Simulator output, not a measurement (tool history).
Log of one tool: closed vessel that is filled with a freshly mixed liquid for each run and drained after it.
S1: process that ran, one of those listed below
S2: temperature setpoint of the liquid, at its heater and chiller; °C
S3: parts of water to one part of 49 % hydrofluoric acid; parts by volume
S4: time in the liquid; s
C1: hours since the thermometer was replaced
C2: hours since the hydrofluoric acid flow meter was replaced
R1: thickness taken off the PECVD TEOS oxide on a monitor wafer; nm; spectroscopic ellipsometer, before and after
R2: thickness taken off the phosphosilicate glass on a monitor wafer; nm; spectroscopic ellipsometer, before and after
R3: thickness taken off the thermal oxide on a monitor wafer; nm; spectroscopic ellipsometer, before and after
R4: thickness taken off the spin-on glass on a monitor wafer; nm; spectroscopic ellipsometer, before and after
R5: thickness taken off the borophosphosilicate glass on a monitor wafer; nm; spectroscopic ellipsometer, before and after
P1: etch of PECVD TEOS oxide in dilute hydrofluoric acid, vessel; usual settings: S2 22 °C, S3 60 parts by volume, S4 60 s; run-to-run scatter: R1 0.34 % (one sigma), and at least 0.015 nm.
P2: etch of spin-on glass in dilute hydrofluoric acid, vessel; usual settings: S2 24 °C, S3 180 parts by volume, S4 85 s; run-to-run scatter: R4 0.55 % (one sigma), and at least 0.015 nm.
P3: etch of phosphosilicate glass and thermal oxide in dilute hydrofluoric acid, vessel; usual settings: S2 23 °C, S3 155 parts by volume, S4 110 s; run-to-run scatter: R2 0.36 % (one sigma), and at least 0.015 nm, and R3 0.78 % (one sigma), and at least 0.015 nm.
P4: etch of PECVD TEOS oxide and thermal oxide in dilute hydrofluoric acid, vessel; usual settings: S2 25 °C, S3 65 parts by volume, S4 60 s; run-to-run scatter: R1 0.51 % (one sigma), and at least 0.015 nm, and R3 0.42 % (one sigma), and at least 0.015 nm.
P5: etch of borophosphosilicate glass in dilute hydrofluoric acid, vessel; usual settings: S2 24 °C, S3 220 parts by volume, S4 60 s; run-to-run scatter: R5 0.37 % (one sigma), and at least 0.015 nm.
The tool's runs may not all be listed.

run	hour	S1	S2	S3	S4	C1	C2	R1	R2	R3	R4	R5
1	10.9	P1	22	60	60	207.7	193.3	8.2585				
2	27	P1	22	100	30	223.8	209.4	2.3383				
3	40	P3	23	30	110	236.8	222.4		332.81	18.825		
4	57.4	P1	29.5	60	35	254.2	239.8	6.4804				
5	72.2	P1	22	60	60	269	254.6	8.1997				
6	85.1	P1	17	60	60	281.9	267.5	6.6695				
7	94.4	P1	22	60	60	291.2	276.8	8.2122				
8	103.6	P3	23	155	110	300.4	286		55.256	3.1248		
9	122.5	P1	29.5	60	60	319.3	304.9	11.169				
10	131.4	P1	22	60	60	328.2	313.8	8.2558				
11	142.6	P2	24	65	85	339.4	325				60.133	
12	158.9	P2	24	180	85	355.7	341.3				19.161	
13	177.4	P2	24	180	85	374.2	359.8				19.187	
14	188.4	P4	25	45	60	385.2	370.8	34.273		7.0333		
15	200	P4	21	65	60	396.8	382.4	19.52		3.9969		
16	210.8	P2	17	180	85	407.6	393.2				14.744	
17	222.3	P4	25	65	30	419.1	404.7	11.489		2.3559		
18	230.6	P1	22	60	35	427.4	413	4.7952				
19	247.2	P1	22	60	95	444	429.6	13.097				
20	264.9	P5	24	220	115	461.7	447.3					15.395
21	277.4	P5	24	220	60	474.2	459.8					7.9863
22	290.9	P5	17.5	220	60	487.7	473.3					6.2364
23	303.5	P4	25	65	60	500.3	485.9	23.146		4.7037		
24	319.5	P1	22	60	60	516.3	501.9	8.2735				
25	336	P3	18	155	110	532.8	518.4		45.677	2.5757		
26	349.6	P2	24	180	135	546.4	532				30.539	
27	361.7	P1	22	95	60	558.5	544.1	5.0205				
28	378.2	P5	24	390	60	575	560.6					3.8424
29	394.2	P1	26	30	60	591	576.6	20.326				
30	403.3	P1	22	20	60	600.1	585.7	25.868				
31	421.5	P3	23	155	190	618.3	603.9		95.705	5.3632		
32	430.6	P1	22	60	60	627.4	613	8.2337				
33	442.9	P1	22	60	60	639.7	625.3	8.4947				
34	453.1	P1	22	60	60	649.9	635.5	8.655				
35	465.5	P1	22	60	60	662.3	647.9	8.8881				
36	474.1	P1	22	60	60	670.9	656.5	8.8512				
37	484.5	P1	22	60	60	681.3	666.9	8.9588				
38	495.7	P1	22	60	60	692.5	678.1	8.9337				
39	510.2	P1	22	60	60	707	692.6	8.9783				
40	521.1	P1	22	60	60	717.9	703.5	8.919				
41	530.1	P1	22	60	60	726.9	712.5	8.9861				

What P1 gives has crept away from where it was. These 2 causes fit the log equally well, each at the size given:
A: hydrofluoric acid flow above the setpoint (%) = 8.27
B: liquid hotter than its thermometer reads (K) = 2.08
The creep began at about hour 430.6.

4 check runs are offered, one wafer each, their results left as question marks. Which one tells the causes apart?
check 1	539.1	P4	25	65	30			?		?		
check 2	539.1	P2	18	105	85						?	
check 3	539.1	P3	23	75	110				?	?		
check 4	539.1	P5	24	365	95							?

What each check would give under each cause:
check	result	if A	if B
check 1	R1	12.523	12.488
check 1	R3	2.5756	2.5683
check 2	R4	30.614	30.55
check 3	R2	137.23	136.85
check 3	R3	7.7466	7.7255
check 4	R5	7.3589	7.0934
How far apart the two closest causes lie, in the result that separates them most: check 1 0.28 %; check 2 0.21 %; check 3 0.27 %; check 4 3.67 %
Only check 4 tells the causes apart: in the others they would give nearly the same result.

Then check 4 was run and gave: R5 7.119 nm. Which cause is it?

It is B: liquid hotter than its thermometer reads (K).
